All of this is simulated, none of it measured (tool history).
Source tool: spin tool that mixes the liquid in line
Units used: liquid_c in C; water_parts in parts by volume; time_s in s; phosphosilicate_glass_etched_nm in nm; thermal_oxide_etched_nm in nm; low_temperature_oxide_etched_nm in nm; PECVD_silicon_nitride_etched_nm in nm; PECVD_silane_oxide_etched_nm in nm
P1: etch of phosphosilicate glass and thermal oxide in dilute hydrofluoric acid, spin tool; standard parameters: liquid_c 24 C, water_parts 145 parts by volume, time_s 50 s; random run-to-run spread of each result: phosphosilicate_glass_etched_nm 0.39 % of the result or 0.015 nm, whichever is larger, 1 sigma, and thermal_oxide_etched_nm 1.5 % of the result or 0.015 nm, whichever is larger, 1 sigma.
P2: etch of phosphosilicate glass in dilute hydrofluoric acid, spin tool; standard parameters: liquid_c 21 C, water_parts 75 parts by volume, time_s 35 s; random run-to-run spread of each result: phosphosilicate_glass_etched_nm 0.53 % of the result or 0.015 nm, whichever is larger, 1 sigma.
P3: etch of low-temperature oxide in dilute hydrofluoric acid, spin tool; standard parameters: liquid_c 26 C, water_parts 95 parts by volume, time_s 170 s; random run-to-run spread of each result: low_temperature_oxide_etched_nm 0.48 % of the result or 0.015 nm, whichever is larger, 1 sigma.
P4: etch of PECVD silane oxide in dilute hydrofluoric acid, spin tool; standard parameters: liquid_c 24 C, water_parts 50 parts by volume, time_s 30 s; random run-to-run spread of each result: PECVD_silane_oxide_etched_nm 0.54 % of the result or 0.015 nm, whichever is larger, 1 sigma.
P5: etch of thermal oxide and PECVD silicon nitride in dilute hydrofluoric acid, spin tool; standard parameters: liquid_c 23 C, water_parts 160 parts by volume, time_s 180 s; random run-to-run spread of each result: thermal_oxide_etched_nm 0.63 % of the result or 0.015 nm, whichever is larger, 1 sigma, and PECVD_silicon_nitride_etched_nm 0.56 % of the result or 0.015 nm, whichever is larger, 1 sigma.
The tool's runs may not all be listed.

run	hour	process	liquid_c	water_parts	time_s	hours since the thermometer was replaced	hours since the hydrofluoric acid flow meter was replaced	phosphosilicate_glass_etched_nm	thermal_oxide_etched_nm	low_temperature_oxide_etched_nm	PECVD_silicon_nitride_etched_nm	PECVD_silane_oxide_etched_nm
1	3.6	P1	24	145	50	625.3	1073.2	29.53	1.5637			
2	7.2	P2	28.5	75	35	628.9	1076.8	61.203				
3	10	P3	26	95	170	631.7	1079.6			29.799		
4	12.7	P1	24	145	50	634.4	1082.3	29.492	1.5702			
5	16.4	P1	20	145	50	638.1	1086	25.119	1.3346			
6	19.9	P1	24	35	50	641.6	1089.5	139.9	7.463			
7	25.3	P3	26	95	320	647	1094.9			56.137		
8	28.8	P2	21	75	35	650.5	1098.4	44.588				
9	31.5	P5	23	30	180	653.2	1101.1		28.522		29.433	
10	35	P1	24	145	50	656.7	1104.6	29.211	1.5653			
11	37.4	P1	24	145	50	659.1	1107	29.446	1.5575			
12	42.6	P2	21	75	35	664.3	1112.2	44.961				
13	45.1	P5	17	160	180	666.8	1114.7		3.6711		3.7663	
14	47.6	P3	26	30	170	669.3	1117.2			103.3		
15	52.4	P1	17	215	50	674.1	1122	14.055	0.73461			
16	57.2	P5	23	160	180	678.9	1126.8		4.5895		5.7073	
17	62.4	P1	24	145	50	684.1	1132	29.286	1.5143			
18	65	P4	24	50	15	686.7	1134.6					12.969
19	68.3	P4	24	50	30	690	1137.9					26.072
20	72.9	P2	21	75	15	694.6	1142.5	19.431				
21	75.8	P1	24	145	15	697.5	1145.4	8.7865	0.48252			
22	78.9	P1	24	145	50	700.6	1148.5	29.412	1.555			
23	82.8	P4	24	75	30	704.5	1152.4					16.805
24	86	P1	24	145	50	707.7	1155.6	29.194	1.5768			
25	90.9	P1	24	240	50	712.6	1160.5	16.024	0.86711			
26	95.9	P1	24	145	85	717.6	1165.5	49.718	2.5922			
27	100.5	P5	23	160	15	722.2	1170.1		0.37982		0.48266	
28	103.8	P4	28.5	50	30	725.5	1173.4					31.195
29	109.2	P1	31	145	50	730.9	1178.8	37.969	1.9895			
30	114.2	P3	26	95	170	735.9	1183.8			29.894		
31	118.5	P3	31.5	95	170	740.2	1188.1			36.473		
32	122.4	P2	21	20	35	744.1	1192	181.1				
33	127.9	P1	24	145	50	749.6	1197.5	29.331	1.5868			
34	132.8	P1	24	145	50	754.5	1202.4	28.527	1.5491			
35	138.2	P1	24	145	50	759.9	1207.8	27.849	1.5236			
36	140.9	P1	24	145	50	762.6	1210.5	27.892	1.5379			
37	145.4	P1	24	145	50	767.1	1215	27.585	1.4184			
38	149.8	P1	24	145	50	771.5	1219.4	27.226	1.4519			
39	152.4	P1	24	145	50	774.1	1222	27.382	1.473			

Predict the results of run 40:
40	155.6	P1	24	145	50	777.3	1225.2	?	?			

{"run 40": {"phosphosilicate_glass_etched_nm": 27.409, "thermal_oxide_etched_nm": 1.5022}}

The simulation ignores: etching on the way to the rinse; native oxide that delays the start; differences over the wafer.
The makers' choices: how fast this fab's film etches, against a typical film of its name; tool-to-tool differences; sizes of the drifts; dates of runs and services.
